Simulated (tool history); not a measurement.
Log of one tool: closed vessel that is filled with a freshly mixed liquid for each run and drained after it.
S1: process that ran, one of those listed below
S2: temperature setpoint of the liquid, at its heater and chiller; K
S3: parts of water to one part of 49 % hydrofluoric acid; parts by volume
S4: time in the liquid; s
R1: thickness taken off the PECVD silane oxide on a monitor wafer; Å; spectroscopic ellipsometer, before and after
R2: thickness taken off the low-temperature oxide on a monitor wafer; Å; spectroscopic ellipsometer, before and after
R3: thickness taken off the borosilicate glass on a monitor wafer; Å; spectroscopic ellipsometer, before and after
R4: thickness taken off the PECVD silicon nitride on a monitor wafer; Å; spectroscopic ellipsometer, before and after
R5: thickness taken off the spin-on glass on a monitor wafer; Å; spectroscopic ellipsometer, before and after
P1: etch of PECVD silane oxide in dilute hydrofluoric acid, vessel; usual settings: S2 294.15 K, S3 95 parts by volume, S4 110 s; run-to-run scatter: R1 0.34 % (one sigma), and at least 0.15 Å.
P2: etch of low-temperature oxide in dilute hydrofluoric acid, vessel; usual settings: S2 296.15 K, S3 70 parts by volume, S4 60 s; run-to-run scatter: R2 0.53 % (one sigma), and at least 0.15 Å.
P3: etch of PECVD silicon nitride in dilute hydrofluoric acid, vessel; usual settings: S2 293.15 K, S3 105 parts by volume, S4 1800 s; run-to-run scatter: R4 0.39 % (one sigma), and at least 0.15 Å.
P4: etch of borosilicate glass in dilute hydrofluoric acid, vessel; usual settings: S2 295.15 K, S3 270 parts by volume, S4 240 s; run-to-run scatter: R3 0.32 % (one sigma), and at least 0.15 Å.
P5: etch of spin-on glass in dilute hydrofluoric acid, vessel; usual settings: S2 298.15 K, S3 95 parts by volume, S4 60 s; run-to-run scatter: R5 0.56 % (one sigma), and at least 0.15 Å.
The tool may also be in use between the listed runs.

{"run": 1, "hour": 4.5, "S1": "P1", "S2": 294.15, "S3": 95, "S4": 110, "R1": 238.16}
{"run": 2, "hour": 10.0, "S1": "P2", "S2": 291.65, "S3": 70, "S4": 60, "R2": 163.65}
{"run": 3, "hour": 14.4, "S1": "P4", "S2": 295.15, "S3": 385, "S4": 240, "R3": 86.209}
{"run": 4, "hour": 17.7, "S1": "P2", "S2": 296.15, "S3": 70, "S4": 60, "R2": 195.66}
{"run": 5, "hour": 24.6, "S1": "P1", "S2": 300.65, "S3": 95, "S4": 110, "R1": 308.1}
{"run": 6, "hour": 31.2, "S1": "P4", "S2": 290.15, "S3": 270, "S4": 240, "R3": 113.12}
{"run": 7, "hour": 37.1, "S1": "P4", "S2": 295.15, "S3": 270, "S4": 30, "R3": 17.155}
{"run": 8, "hour": 42.0, "S1": "P1", "S2": 294.15, "S3": 95, "S4": 110, "R1": 237.53}
{"run": 9, "hour": 47.3, "S1": "P4", "S2": 295.15, "S3": 270, "S4": 240, "R3": 136.44}
{"run": 10, "hour": 51.2, "S1": "P3", "S2": 293.15, "S3": 105, "S4": 420, "R4": 52.576}
{"run": 11, "hour": 56.8, "S1": "P1", "S2": 294.15, "S3": 95, "S4": 60, "R1": 129.46}
{"run": 12, "hour": 63.6, "S1": "P5", "S2": 291.65, "S3": 95, "S4": 60, "R5": 200.82}
{"hour": 65.4, "done": "hydrofluoric acid flow meter replaced"}
{"run": 13, "hour": 68.6, "S1": "P2", "S2": 296.15, "S3": 70, "S4": 30, "R2": 98.189}
{"run": 14, "hour": 74.8, "S1": "P3", "S2": 293.15, "S3": 165, "S4": 1800, "R4": 143.72}
{"run": 15, "hour": 81.7, "S1": "P1", "S2": 294.15, "S3": 150, "S4": 110, "R1": 141.27}
{"run": 16, "hour": 88.0, "S1": "P2", "S2": 296.15, "S3": 70, "S4": 60, "R2": 194.39}
{"run": 17, "hour": 94.9, "S1": "P1", "S2": 294.15, "S3": 95, "S4": 110, "R1": 236.98}
{"run": 18, "hour": 101.1, "S1": "P1", "S2": 294.15, "S3": 25, "S4": 110, "R1": 986.3}
{"run": 19, "hour": 107.6, "S1": "P3", "S2": 290.15, "S3": 105, "S4": 1800, "R4": 181.57}
{"run": 20, "hour": 112.5, "S1": "P1", "S2": 294.15, "S3": 170, "S4": 40, "R1": 44.358}
{"run": 21, "hour": 116.7, "S1": "P4", "S2": 295.15, "S3": 270, "S4": 240, "R3": 136.78}
{"run": 22, "hour": 120.3, "S1": "P3", "S2": 293.15, "S3": 105, "S4": 1800, "R4": 223.57}
{"run": 23, "hour": 125.8, "S1": "P1", "S2": 294.15, "S3": 95, "S4": 110, "R1": 236.22}
{"run": 24, "hour": 130.5, "S1": "P2", "S2": 296.15, "S3": 40, "S4": 60, "R2": 357.9}
{"run": 25, "hour": 134.4, "S1": "P5", "S2": 298.15, "S3": 95, "S4": 30, "R5": 132.34}
{"run": 26, "hour": 138.2, "S1": "P1", "S2": 294.15, "S3": 95, "S4": 110, "R1": 237.76}
{"run": 27, "hour": 141.4, "S1": "P1", "S2": 290.15, "S3": 95, "S4": 110, "R1": 201.04}
{"run": 28, "hour": 148.0, "S1": "P5", "S2": 298.15, "S3": 20, "S4": 60, "R5": 1391.8}
{"run": 29, "hour": 153.4, "S1": "P1", "S2": 294.15, "S3": 95, "S4": 190, "R1": 412.32}
{"run": 30, "hour": 157.8, "S1": "P5", "S2": 298.15, "S3": 95, "S4": 60, "R5": 263.96}
{"run": 31, "hour": 163.1, "S1": "P5", "S2": 298.15, "S3": 95, "S4": 60, "R5": 261.41}
{"run": 32, "hour": 168.4, "S1": "P1", "S2": 294.15, "S3": 95, "S4": 110, "R1": 237.34}
{"run": 33, "hour": 175.3, "S1": "P1", "S2": 294.15, "S3": 95, "S4": 110, "R1": 231.37}
{"run": 34, "hour": 178.6, "S1": "P1", "S2": 294.15, "S3": 95, "S4": 110, "R1": 230.15}
{"run": 35, "hour": 183.5, "S1": "P1", "S2": 294.15, "S3": 95, "S4": 110, "R1": 228.16}
{"run": 36, "hour": 189.4, "S1": "P1", "S2": 294.15, "S3": 95, "S4": 110, "R1": 226.07}
{"run": 37, "hour": 196.8, "S1": "P1", "S2": 294.15, "S3": 95, "S4": 110, "R1": 225.67}
{"run": 38, "hour": 200.9, "S1": "P1", "S2": 294.15, "S3": 95, "S4": 110, "R1": 224.36}
{"run": 39, "hour": 204.7, "S1": "P1", "S2": 294.15, "S3": 95, "S4": 110, "R1": 223.95}
{"run": 40, "hour": 210.0, "S1": "P1", "S2": 294.15, "S3": 95, "S4": 110, "R1": 224.22}
{"run": 41, "hour": 216.5, "S1": "P1", "S2": 294.15, "S3": 95, "S4": 110, "R1": 224.3}

What P1 gives has crept away from where it was. These 2 causes fit the log equally well, each at the size given:
A: hydrofluoric acid flow below the setpoint (%) = 5.33
B: liquid colder than its thermometer reads (K) = 1.48
The creep began at about hour 168.4.

4 check runs are offered, one wafer each, their results left as question marks. Which one tells the causes apart?
{"run": "check 1", "hour": 223.0, "S1": "P5", "S2": 298.15, "S3": 40, "S4": 40, "R5": "?"}
{"run": "check 2", "hour": 223.0, "S1": "P4", "S2": 291.65, "S3": 270, "S4": 80, "R3": "?"}
{"run": "check 3", "hour": 223.0, "S1": "P3", "S2": 293.15, "S3": 155, "S4": 470, "R4": "?"}
{"run": "check 4", "hour": 223.0, "S1": "P2", "S2": 296.15, "S3": 45, "S4": 60, "R2": "?"}

What each check would give under each cause:
check=check_1 result=R5 if_A=421.45 if_B=419.99
check=check_2 result=R3 if_A=37.297 if_B=37.737
check=check_3 result=R4 if_A=37.960 if_B=36.254
check=check_4 result=R2 if_A=296.950 if_B=295.760
How far apart the two closest causes lie, in the result that separates them most: check 1 0.35 %; check 2 1.17 %; check 3 4.6 %; check 4 0.4 %
Only check 3 tells the causes apart: in the others they would give nearly the same result.

Check 3 was then run and gave: R4 36.331 Å. Which cause is it?

It is B: liquid colder than its thermometer reads (K).
